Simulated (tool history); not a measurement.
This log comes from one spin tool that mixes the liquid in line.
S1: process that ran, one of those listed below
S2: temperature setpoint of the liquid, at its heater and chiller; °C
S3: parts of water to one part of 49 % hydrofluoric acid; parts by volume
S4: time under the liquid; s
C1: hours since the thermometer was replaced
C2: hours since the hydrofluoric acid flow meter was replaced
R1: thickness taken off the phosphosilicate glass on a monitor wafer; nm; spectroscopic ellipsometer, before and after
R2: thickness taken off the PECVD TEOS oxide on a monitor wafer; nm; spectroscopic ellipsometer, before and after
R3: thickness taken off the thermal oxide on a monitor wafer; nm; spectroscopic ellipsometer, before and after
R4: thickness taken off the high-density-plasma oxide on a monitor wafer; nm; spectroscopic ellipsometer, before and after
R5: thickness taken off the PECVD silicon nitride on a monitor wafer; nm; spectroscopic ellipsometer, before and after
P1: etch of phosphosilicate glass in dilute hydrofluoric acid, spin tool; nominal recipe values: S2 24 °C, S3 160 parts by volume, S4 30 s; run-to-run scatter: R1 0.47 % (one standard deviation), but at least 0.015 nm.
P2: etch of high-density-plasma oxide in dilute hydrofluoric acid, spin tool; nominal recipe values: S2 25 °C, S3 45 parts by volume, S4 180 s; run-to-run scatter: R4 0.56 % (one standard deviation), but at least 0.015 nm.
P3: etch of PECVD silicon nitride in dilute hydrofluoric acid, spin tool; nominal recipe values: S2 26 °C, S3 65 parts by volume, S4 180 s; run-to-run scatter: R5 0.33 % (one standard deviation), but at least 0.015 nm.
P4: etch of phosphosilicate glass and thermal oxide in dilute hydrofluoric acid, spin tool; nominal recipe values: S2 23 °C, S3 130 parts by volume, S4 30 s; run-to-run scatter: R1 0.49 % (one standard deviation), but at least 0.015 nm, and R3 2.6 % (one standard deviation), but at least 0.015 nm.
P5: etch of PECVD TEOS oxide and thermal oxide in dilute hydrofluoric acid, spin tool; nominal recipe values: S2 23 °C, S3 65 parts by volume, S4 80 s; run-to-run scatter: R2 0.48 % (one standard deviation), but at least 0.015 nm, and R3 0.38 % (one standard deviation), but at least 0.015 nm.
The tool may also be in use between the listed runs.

| run | hour | S1 | S2 | S3 | S4 | C1 | C2 | R1 | R2 | R3 | R4 | R5 |
|---|---|---|---|---|---|---|---|---|---|---|---|---|
| 1 | 4 | P1 | 24 | 160 | 30 | 1742.1 | 433 | 34.664 |  |  |  |  |
| 2 | 9.5 | P5 | 23 | 65 | 145 | 1747.6 | 438.5 |  | 22.232 | 10.189 |  |  |
| 3 | 13.2 | P5 | 17 | 65 | 80 | 1751.3 | 442.2 |  | 9.4231 | 4.3462 |  |  |
| 4 | 18.3 | P1 | 24 | 90 | 30 | 1756.4 | 447.3 | 66.65 |  |  |  |  |
| 5 | 23.6 | P1 | 24 | 160 | 30 | 1761.7 | 452.6 | 34.805 |  |  |  |  |
| 6 | 26.6 | P1 | 27.5 | 275 | 30 | 1764.7 | 455.6 | 20.296 |  |  |  |  |
| 7 | 29.7 | P1 | 17 | 160 | 30 | 1767.8 | 458.7 | 26.343 |  |  |  |  |
| 8 | 34.4 | P1 | 24 | 160 | 30 | 1772.5 | 463.4 | 34.713 |  |  |  |  |
| 9 | 38.2 | P2 | 25 | 70 | 180 | 1776.3 | 467.2 |  |  |  | 17.989 |  |
| 10 | 40.9 | P1 | 24 | 160 | 30 | 1779 | 469.9 | 34.864 |  |  |  |  |
| 11 | 45.6 | P1 | 24 | 270 | 30 | 1783.7 | 474.6 | 18.193 |  |  |  |  |
| 12 | 49.5 | P4 | 17 | 130 | 30 | 1787.6 | 478.5 | 28.828 |  | 0.84767 |  |  |
| 13 | 53 | P1 | 24 | 95 | 50 | 1791.1 | 482 | 105 |  |  |  |  |
| 14 | 58.4 | P4 | 23 | 130 | 30 | 1796.5 | 487.4 | 36.876 |  | 1.0978 |  |  |
| 15 | 62.7 | P3 | 34 | 65 | 180 | 1800.8 | 491.7 |  |  |  |  | 13.809 |
| 16 | 67.8 | P2 | 32.5 | 45 | 180 | 1805.9 | 496.8 |  |  |  | 38.831 |  |
| 17 | 73.2 | P4 | 23 | 25 | 30 | 1811.3 | 502.2 | 218.41 |  | 6.6062 |  |  |
|  | 77.6 | thermometer replaced |
| 18 | 77.6 | P5 | 23 | 65 | 80 | 0.1 | 506.6 |  | 12.269 | 5.567 |  |  |
| 19 | 81.3 | P3 | 26 | 65 | 50 | 3.8 | 510.3 |  |  |  |  | 2.29 |
| 20 | 86.3 | P4 | 23 | 130 | 60 | 8.8 | 515.3 | 74.004 |  | 2.0864 |  |  |
| 21 | 88.8 | P1 | 30.5 | 160 | 50 | 11.3 | 517.8 | 73.733 |  |  |  |  |
| 22 | 91.4 | P1 | 30 | 160 | 30 | 13.9 | 520.4 | 43.33 |  |  |  |  |
| 23 | 94.3 | P1 | 24 | 160 | 30 | 16.8 | 523.3 | 34.9 |  |  |  |  |
| 24 | 97.3 | P2 | 25 | 45 | 180 | 19.8 | 526.3 |  |  |  | 28.91 |  |
| 25 | 101.1 | P5 | 23 | 65 | 80 | 23.6 | 530.1 |  | 12.167 | 5.611 |  |  |
| 26 | 104.9 | P2 | 25 | 45 | 265 | 27.4 | 533.9 |  |  |  | 42.236 |  |
| 27 | 107.9 | P1 | 24 | 160 | 15 | 30.4 | 536.9 | 17.357 |  |  |  |  |
| 28 | 110.7 | P3 | 26 | 65 | 180 | 33.2 | 539.7 |  |  |  |  | 8.2644 |
| 29 | 113.8 | P1 | 24 | 160 | 50 | 36.3 | 542.8 | 57.971 |  |  |  |  |
| 30 | 118.6 | P5 | 23 | 110 | 80 | 41.1 | 547.6 |  | 6.8871 | 3.1482 |  |  |
| 31 | 123.1 | P3 | 26 | 35 | 180 | 45.6 | 552.1 |  |  |  |  | 15.266 |
| 32 | 127.7 | P1 | 24 | 160 | 30 | 50.2 | 556.7 | 34.621 |  |  |  |  |
| 33 | 131.1 | P1 | 24 | 160 | 30 | 53.6 | 560.1 | 33.949 |  |  |  |  |
| 34 | 135.4 | P1 | 24 | 160 | 30 | 57.9 | 564.4 | 33.198 |  |  |  |  |
| 35 | 138.6 | P1 | 24 | 160 | 30 | 61.1 | 567.6 | 33.088 |  |  |  |  |
| 36 | 142 | P1 | 24 | 160 | 30 | 64.5 | 571 | 32.794 |  |  |  |  |
| 37 | 147 | P1 | 24 | 160 | 30 | 69.5 | 576 | 32.722 |  |  |  |  |
| 38 | 151.3 | P1 | 24 | 160 | 30 | 73.8 | 580.3 | 32.629 |  |  |  |  |
| 39 | 155.6 | P1 | 24 | 160 | 30 | 78.1 | 584.6 | 32.473 |  |  |  |  |
| 40 | 161.2 | P1 | 24 | 160 | 30 | 83.7 | 590.2 | 32.499 |  |  |  |  |
| 41 | 164.2 | P1 | 24 | 160 | 30 | 86.7 | 593.2 | 32.272 |  |  |  |  |

What P1 gives has crept away from where it was. These 2 causes fit the log equally well, each at the size given:
A: liquid colder than its thermometer reads (K) = 1.83
B: hydrofluoric acid flow below the setpoint (%) = 5.75
The drift started at roughly hour 127.7.

Below are 4 check runs, each on a single wafer, with their results shown as question marks. Which of them would tell the listed causes apart, meaning the causes would give clearly different results under it?
| check 1 | 167.2 | P3 | 26 | 65 | 80 |  |  |  |  |  |  | ? |
| check 2 | 167.2 | P5 | 23 | 105 | 140 |  |  |  | ? | ? |  |  |
| check 3 | 167.2 | P2 | 25 | 65 | 245 |  |  |  |  |  | ? |  |
| check 4 | 167.2 | P4 | 17.5 | 130 | 30 |  |  | ? |  | ? |  |  |

What each check would give under each cause:
| check | result | if A | if B |
|---|---|---|---|
| check 1 | R5 | 3.2719 | 3.4845 |
| check 2 | R2 | 11.715 | 11.793 |
| check 2 | R3 | 5.3584 | 5.3942 |
| check 3 | R4 | 24.583 | 24.825 |
| check 4 | R1 | 27.458 | 27.707 |
| check 4 | R3 | 0.78473 | 0.79184 |
Gap, in per cent, between the two causes that each check separates least, read from the result that separates them most: check 1 6.3 %; check 2 0.67 %; check 3 0.98 %; check 4 0.9 %
Check 1 distinguishes between the causes, while the remaining checks would return nearly the same result for all of them.

Here is what check 1 returned: R5 3.3049 nm. Which cause is it?

It is A: liquid colder than its thermometer reads (K).

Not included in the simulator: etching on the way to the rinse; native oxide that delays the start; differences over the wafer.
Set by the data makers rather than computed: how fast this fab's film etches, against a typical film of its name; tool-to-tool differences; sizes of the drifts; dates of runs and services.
